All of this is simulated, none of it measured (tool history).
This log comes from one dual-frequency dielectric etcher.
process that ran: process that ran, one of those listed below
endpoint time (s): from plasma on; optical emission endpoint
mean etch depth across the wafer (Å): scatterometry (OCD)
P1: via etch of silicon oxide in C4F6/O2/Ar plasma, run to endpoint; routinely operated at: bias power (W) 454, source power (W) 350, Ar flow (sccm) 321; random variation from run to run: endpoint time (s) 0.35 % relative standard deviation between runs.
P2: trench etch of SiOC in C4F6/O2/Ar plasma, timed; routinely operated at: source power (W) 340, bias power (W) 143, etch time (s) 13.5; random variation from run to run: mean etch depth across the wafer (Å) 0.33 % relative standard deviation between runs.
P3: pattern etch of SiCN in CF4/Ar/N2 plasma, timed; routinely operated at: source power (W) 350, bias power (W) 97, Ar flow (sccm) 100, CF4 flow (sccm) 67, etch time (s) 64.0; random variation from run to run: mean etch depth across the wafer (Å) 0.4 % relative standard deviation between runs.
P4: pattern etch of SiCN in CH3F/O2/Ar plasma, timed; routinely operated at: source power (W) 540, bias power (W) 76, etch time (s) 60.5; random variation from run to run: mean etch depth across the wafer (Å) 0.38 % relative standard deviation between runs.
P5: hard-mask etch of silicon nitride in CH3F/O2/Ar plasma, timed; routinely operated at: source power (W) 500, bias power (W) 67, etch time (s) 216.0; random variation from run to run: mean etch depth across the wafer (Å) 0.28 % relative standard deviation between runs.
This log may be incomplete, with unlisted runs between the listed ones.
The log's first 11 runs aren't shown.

| run | hour | process that ran | bias power (W) | source power (W) | Ar flow (sccm) | etch time (s) | CF4 flow (sccm) | hours since the last wet clean | hours since the last bias power generator calibration | hours since the last source power generator calibration | hours since the last Ar flow controller change | endpoint time (s) | mean etch depth across the wafer (Å) |
|---|---|---|---|---|---|---|---|---|---|---|---|---|---|
| 12 | 113.4 | P1 | 454 | 350 | 321 |  |  | 319.2 | 78.1 | 46.3 | 2874.6 | 26.024 |  |
| 13 | 123.5 | P1 | 454 | 470 | 256 |  |  | 329.3 | 88.2 | 56.4 | 2884.7 | 22.923 |  |
| 14 | 131.0 | P1 | 454 | 470 | 321 |  |  | 336.8 | 95.7 | 63.9 | 2892.2 | 23.485 |  |
| 15 | 142.9 | P1 | 454 | 350 | 199 |  |  | 348.7 | 107.6 | 75.8 | 2904.1 | 24.885 |  |
| 16 | 153.5 | P1 | 454 | 350 | 321 |  |  | 359.3 | 118.2 | 86.4 | 2914.7 | 26.151 |  |
| 17 | 159.5 | P3 | 97 | 350 | 100 | 64.0 | 67 | 365.3 | 124.2 | 92.4 | 2920.7 |  | 496.58 |
| 18 | 168.4 | P1 | 454 | 350 | 321 |  |  | 374.2 | 133.1 | 101.3 | 2929.6 | 26.058 |  |
| 19 | 176.8 | P3 | 97 | 350 | 100 | 64.0 | 67 | 382.6 | 141.5 | 109.7 | 2938.0 |  | 497.43 |
| 20 | 187.7 | P3 | 114 | 350 | 100 | 64.0 | 67 | 393.5 | 152.4 | 120.6 | 2948.9 |  | 529.51 |
| 21 | 197.3 | P1 | 599 | 350 | 321 |  |  | 403.1 | 162.0 | 130.2 | 2958.5 | 23.609 |  |
| 22 | 209.2 | P1 | 295 | 350 | 321 |  |  | 415.0 | 173.9 | 142.1 | 2970.4 | 30.747 |  |
| 23 | 217.6 | P3 | 97 | 350 | 100 | 84.5 | 67 | 423.4 | 182.3 | 150.5 | 2978.8 |  | 653.17 |
| 24 | 229.1 | P5 | 67 | 500 |  | 216.0 |  | 434.9 | 193.8 | 162.0 | 2990.3 |  | 1659.20 |
| 25 | 235.5 | P4 | 57 | 540 |  | 60.5 |  | 441.3 | 200.2 | 168.4 | 2996.7 |  | 238.13 |
| 26 | 242.7 | P3 | 97 | 350 | 100 | 64.0 | 54 | 448.5 | 207.4 | 175.6 | 3003.9 |  | 480.78 |
| 27 | 251.5 | P2 | 143 | 340 |  | 13.5 |  | 457.3 | 216.2 | 184.4 | 3012.7 |  | 243.48 |
| 28 | 259.8 | P5 | 67 | 650 |  | 216.0 |  | 465.6 | 224.5 | 192.7 | 3021.0 |  | 1834.50 |
| 29 | 266.7 | P2 | 202 | 340 |  | 13.5 |  | 472.5 | 231.4 | 199.6 | 3027.9 |  | 271.95 |
| 30 | 274.0 | P4 | 76 | 540 |  | 34.5 |  | 479.8 | 238.7 | 206.9 | 3035.2 |  | 149.02 |
| 31 | 281.1 | P2 | 143 | 340 |  | 19.0 |  | 486.9 | 245.8 | 214.0 | 3042.3 |  | 341.97 |
| 32 | 291.3 | P1 | 454 | 350 | 321 |  |  | 497.1 | 256.0 | 224.2 | 3052.5 | 26.144 |  |
| 33 | 300.4 | P1 | 454 | 350 | 321 |  |  | 506.2 | 265.1 | 233.3 | 3061.6 | 26.094 |  |
| 34 | 312.2 | P1 | 454 | 350 | 321 |  |  | 518.0 | 276.9 | 245.1 | 3073.4 | 25.863 |  |
| 35 | 318.0 | P1 | 454 | 350 | 321 |  |  | 523.8 | 282.7 | 250.9 | 3079.2 | 25.764 |  |
| 36 | 325.9 | P1 | 454 | 350 | 321 |  |  | 531.7 | 290.6 | 258.8 | 3087.1 | 25.643 |  |

Predict the results of run 37:
|  | 330.7 | wet clean of the chamber |
| 37 | 333.2 | P1 | 454 | 350 | 321 |  |  | 2.5 | 297.9 | 266.1 | 3094.4 | ? |  |

endpoint time (s): 25.776

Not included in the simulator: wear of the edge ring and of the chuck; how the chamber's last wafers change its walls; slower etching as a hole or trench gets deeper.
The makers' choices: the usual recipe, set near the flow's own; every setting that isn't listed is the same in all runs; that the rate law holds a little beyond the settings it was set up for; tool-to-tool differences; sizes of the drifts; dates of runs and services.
